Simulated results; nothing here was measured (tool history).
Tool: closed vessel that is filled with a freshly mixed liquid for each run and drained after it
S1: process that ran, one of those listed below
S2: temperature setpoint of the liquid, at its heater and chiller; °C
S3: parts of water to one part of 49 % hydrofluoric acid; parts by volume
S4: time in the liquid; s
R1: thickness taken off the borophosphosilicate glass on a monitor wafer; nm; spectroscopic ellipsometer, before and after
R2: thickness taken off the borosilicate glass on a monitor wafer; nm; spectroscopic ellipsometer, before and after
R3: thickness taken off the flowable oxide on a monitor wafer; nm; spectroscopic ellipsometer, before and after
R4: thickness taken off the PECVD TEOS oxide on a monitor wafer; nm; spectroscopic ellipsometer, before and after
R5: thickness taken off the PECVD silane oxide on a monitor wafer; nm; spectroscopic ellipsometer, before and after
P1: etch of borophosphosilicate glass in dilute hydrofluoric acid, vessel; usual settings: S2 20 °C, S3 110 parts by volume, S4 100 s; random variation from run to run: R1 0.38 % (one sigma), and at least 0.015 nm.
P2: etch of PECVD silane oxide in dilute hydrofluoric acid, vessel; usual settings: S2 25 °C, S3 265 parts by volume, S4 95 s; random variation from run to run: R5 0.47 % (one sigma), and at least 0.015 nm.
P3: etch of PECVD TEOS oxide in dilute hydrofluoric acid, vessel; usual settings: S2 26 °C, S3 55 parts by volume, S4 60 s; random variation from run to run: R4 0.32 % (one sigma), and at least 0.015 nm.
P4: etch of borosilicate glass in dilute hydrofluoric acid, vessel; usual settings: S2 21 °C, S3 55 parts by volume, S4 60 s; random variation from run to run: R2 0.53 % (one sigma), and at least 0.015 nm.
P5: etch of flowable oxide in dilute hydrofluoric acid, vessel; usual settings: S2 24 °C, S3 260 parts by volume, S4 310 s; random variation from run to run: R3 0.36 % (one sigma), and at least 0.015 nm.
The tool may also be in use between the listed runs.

run,hour,S1,S2,S3,S4,R1,R2,R3,R4,R5
1,7.5,P1,20,110,100,50.36,,,,
2,15.3,P1,27.5,110,100,67.375,,,,
3,22.6,P4,27,55,60,,37.818,,,
# hour 30.8: hydrofluoric acid flow meter replaced
4,31.5,P4,21,55,60,,29.255,,,
5,39.4,P1,17,180,100,25.457,,,,
6,45.1,P5,24,260,310,,,26.039,,
7,51.3,P3,19,55,60,,,,14.566,
8,56.4,P1,20,110,100,50.425,,,,
9,65,P1,17,110,100,44.67,,,,
10,71.8,P1,20,165,100,31.744,,,,
11,78,P2,25,415,95,,,,,8.4917
12,85,P2,25,265,150,,,,,24.395
13,89.5,P2,25,265,95,,,,,15.428
14,99,P4,21,55,120,,59.432,,,
15,106.7,P2,18,265,95,,,,,11.891
16,116.4,P4,21,55,60,,29.609,,,
17,121.6,P5,24,260,310,,,26.32,,
18,128.7,P1,20,110,100,50.371,,,,
19,133.6,P1,27,110,30,19.901,,,,
20,141.3,P3,26,55,30,,,,9.7168,
21,146.1,P5,20,260,310,,,22.403,,
22,150.6,P1,20,110,100,50.205,,,,
23,156,P5,24,260,460,,,38.592,,
24,164.2,P4,21,20,60,,84.57,,,
25,172.9,P1,20,110,30,15.188,,,,
26,181.6,P3,26,80,60,,,,13.002,
27,189.3,P5,24,65,310,,,129.78,,
28,193.7,P1,20,110,100,50.317,,,,
29,202.2,P1,20,40,100,150.07,,,,
30,208.5,P1,20,110,100,50.078,,,,
31,214.2,P3,26,55,60,,,,19.401,
32,218.9,P1,20,110,100,50.443,,,,
33,227.1,P1,20,110,190,95.544,,,,
34,234,P1,20,110,100,50.396,,,,
35,240,P1,20,110,100,51.732,,,,
36,249.7,P1,20,110,100,53.209,,,,
37,254.9,P1,20,110,100,53.784,,,,
38,264.4,P1,20,110,100,54.025,,,,
39,273.9,P1,20,110,100,54.232,,,,
40,281.7,P1,20,110,100,54.442,,,,

What P1 gives has crept away from where it was. These 2 causes fit the log equally well, each at the size given:
A: liquid hotter than its thermometer reads (K) = 1.96
B: hydrofluoric acid flow above the setpoint (%) = 7.34
The creep began at about hour 234.

4 check runs are offered, each on 2 wafers whose results are averaged, their results left as question marks. Which one tells the causes apart?
check 1,289.5,P2,25,375,95,,,,,?
check 2,289.5,P4,25,55,105,,?,,,
check 3,289.5,P5,24,70,310,,,?,,
check 4,289.5,P3,22,55,30,,,,?,

What each check would give under each cause:
check,result,if A,if B
check 1,R5,10.405,10.737
check 2,R2,65.944,65.735
check 3,R3,129.71,129.49
check 4,R4,8.9671,8.9183
How far apart the two closest causes lie, in the result that separates them most: check 1 3.14 %; check 2 0.32 %; check 3 0.17 %; check 4 0.55 %
Check 1 tells the causes apart: in the others they would give nearly the same result.

Then check 1 was run and gave: R5 10.342 nm. Which cause is it?

It is A: liquid hotter than its thermometer reads (K).
